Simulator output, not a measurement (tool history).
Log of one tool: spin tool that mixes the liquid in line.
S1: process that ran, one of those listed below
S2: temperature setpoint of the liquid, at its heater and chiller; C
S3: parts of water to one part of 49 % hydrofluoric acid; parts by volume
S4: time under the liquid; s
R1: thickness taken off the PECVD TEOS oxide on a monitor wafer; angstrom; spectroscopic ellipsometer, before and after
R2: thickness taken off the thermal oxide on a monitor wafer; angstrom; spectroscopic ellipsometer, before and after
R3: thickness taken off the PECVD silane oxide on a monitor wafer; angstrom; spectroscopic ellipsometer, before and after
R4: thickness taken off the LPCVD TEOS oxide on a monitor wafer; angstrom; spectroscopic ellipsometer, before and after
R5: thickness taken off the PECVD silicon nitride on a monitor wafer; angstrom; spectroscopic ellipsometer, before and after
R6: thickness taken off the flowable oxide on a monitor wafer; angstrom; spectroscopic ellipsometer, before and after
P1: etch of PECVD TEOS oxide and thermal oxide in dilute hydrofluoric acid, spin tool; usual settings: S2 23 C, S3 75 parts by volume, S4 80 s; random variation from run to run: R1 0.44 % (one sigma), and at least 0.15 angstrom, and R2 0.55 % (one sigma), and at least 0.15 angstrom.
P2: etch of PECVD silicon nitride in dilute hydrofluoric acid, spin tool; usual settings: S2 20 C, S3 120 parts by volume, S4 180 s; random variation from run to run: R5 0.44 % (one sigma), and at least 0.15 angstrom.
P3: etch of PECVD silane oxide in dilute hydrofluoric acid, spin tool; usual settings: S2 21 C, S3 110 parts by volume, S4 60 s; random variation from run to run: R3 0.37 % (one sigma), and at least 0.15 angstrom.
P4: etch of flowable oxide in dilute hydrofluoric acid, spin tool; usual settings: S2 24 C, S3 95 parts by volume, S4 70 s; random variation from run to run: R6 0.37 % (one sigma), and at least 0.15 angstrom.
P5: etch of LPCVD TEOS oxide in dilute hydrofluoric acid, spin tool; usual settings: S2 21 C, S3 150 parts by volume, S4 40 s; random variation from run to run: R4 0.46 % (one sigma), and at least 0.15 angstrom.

{"run": 1, "day": 0.708, "S1": "P1", "S2": 23, "S3": 75, "S4": 80, "R1": 156.58, "R2": 51.082}
{"run": 2, "day": 1.458, "S1": "P1", "S2": 23, "S3": 75, "S4": 80, "R1": 156.69, "R2": 50.873}
{"run": 3, "day": 2.154, "S1": "P3", "S2": 21, "S3": 110, "S4": 20, "R3": 61.237}
{"run": 4, "day": 2.517, "S1": "P1", "S2": 23, "S3": 20, "S4": 80, "R1": 628.17, "R2": 206.74}
{"run": 5, "day": 2.983, "S1": "P5", "S2": 21, "S3": 150, "S4": 40, "R4": 50.752}
{"run": 6, "day": 3.583, "S1": "P1", "S2": 29.5, "S3": 75, "S4": 80, "R1": 201.95, "R2": 65.982}
{"run": 7, "day": 4.125, "S1": "P5", "S2": 21, "S3": 150, "S4": 40, "R4": 51.18}
{"run": 8, "day": 4.9, "S1": "P3", "S2": 21, "S3": 110, "S4": 60, "R3": 183.73}
{"run": 9, "day": 5.371, "S1": "P1", "S2": 23, "S3": 75, "S4": 80, "R1": 155.55, "R2": 51.103}
{"run": 10, "day": 6.167, "S1": "P2", "S2": 20, "S3": 60, "S4": 180, "R5": 128.75}
{"run": 11, "day": 6.583, "S1": "P1", "S2": 17, "S3": 110, "S4": 80, "R1": 79.345, "R2": 26.161}
{"run": 12, "day": 7.012, "S1": "P5", "S2": 21, "S3": 150, "S4": 75, "R4": 96.004}
{"run": 13, "day": 7.704, "S1": "P2", "S2": 20, "S3": 120, "S4": 180, "R5": 65.456}
{"day": 7.942, "done": "thermometer replaced"}
{"run": 14, "day": 8.4, "S1": "P5", "S2": 27.5, "S3": 150, "S4": 40, "R4": 65.527}
{"run": 15, "day": 8.879, "S1": "P3", "S2": 17, "S3": 110, "S4": 60, "R3": 155.47}
{"run": 16, "day": 9.471, "S1": "P2", "S2": 25, "S3": 120, "S4": 180, "R5": 90.705}
{"run": 17, "day": 10.171, "S1": "P5", "S2": 21, "S3": 205, "S4": 40, "R4": 35.578}
{"run": 18, "day": 10.517, "S1": "P1", "S2": 23, "S3": 75, "S4": 45, "R1": 88.131, "R2": 28.605}
{"run": 19, "day": 11.288, "S1": "P4", "S2": 24, "S3": 95, "S4": 15, "R6": 51.383}
{"day": 11.296, "done": "hydrofluoric acid flow meter replaced"}
{"run": 20, "day": 11.942, "S1": "P3", "S2": 21, "S3": 110, "S4": 60, "R3": 183.13}
{"run": 21, "day": 12.371, "S1": "P1", "S2": 23, "S3": 75, "S4": 80, "R1": 157.01, "R2": 50.871}
{"run": 22, "day": 12.788, "S1": "P1", "S2": 23, "S3": 130, "S4": 80, "R1": 84.17, "R2": 27.717}
{"run": 23, "day": 13.442, "S1": "P4", "S2": 17, "S3": 95, "S4": 70, "R6": 182.83}
{"run": 24, "day": 14.179, "S1": "P1", "S2": 23, "S3": 75, "S4": 80, "R1": 156.65, "R2": 50.508}
{"run": 25, "day": 14.55, "S1": "P1", "S2": 23, "S3": 75, "S4": 80, "R1": 155.92, "R2": 51.079}
{"run": 26, "day": 15.267, "S1": "P2", "S2": 20, "S3": 120, "S4": 60, "R5": 21.909}
{"run": 27, "day": 15.979, "S1": "P1", "S2": 23, "S3": 75, "S4": 80, "R1": 156.18, "R2": 51.18}
{"run": 28, "day": 16.462, "S1": "P4", "S2": 24, "S3": 140, "S4": 70, "R6": 155.5}
{"run": 29, "day": 16.846, "S1": "P1", "S2": 23, "S3": 125, "S4": 15, "R1": 16.787, "R2": 5.6757}
{"run": 30, "day": 17.625, "S1": "P1", "S2": 19.5, "S3": 25, "S4": 80, "R1": 433.07, "R2": 141.25}
{"run": 31, "day": 18.121, "S1": "P1", "S2": 23, "S3": 75, "S4": 135, "R1": 262.64, "R2": 86.169}
{"run": 32, "day": 18.617, "S1": "P1", "S2": 19, "S3": 75, "S4": 80, "R1": 132.94, "R2": 43.037}
{"run": 33, "day": 19.133, "S1": "P2", "S2": 20, "S3": 120, "S4": 180, "R5": 65.342}
{"run": 34, "day": 19.65, "S1": "P3", "S2": 21, "S3": 60, "S4": 60, "R3": 357.3}
{"run": 35, "day": 20.421, "S1": "P4", "S2": 24, "S3": 95, "S4": 70, "R6": 241.32}
{"run": 36, "day": 21.133, "S1": "P1", "S2": 23, "S3": 75, "S4": 80, "R1": 155.47, "R2": 51.157}
{"run": 37, "day": 21.546, "S1": "P1", "S2": 23, "S3": 75, "S4": 80, "R1": 159.41, "R2": 51.884}
{"run": 38, "day": 22.238, "S1": "P1", "S2": 23, "S3": 75, "S4": 80, "R1": 163.38, "R2": 53.97}
{"run": 39, "day": 22.908, "S1": "P1", "S2": 23, "S3": 75, "S4": 80, "R1": 163.61, "R2": 52.91}
{"run": 40, "day": 23.696, "S1": "P1", "S2": 23, "S3": 75, "S4": 80, "R1": 167.18, "R2": 54.178}

Forecast run 41:
{"run": 41, "day": 24.488, "S1": "P1", "S2": 23, "S3": 75, "S4": 80, "R1": "?", "R2": "?"}

R1: 166.5 angstrom
R2: 54.158 angstrom

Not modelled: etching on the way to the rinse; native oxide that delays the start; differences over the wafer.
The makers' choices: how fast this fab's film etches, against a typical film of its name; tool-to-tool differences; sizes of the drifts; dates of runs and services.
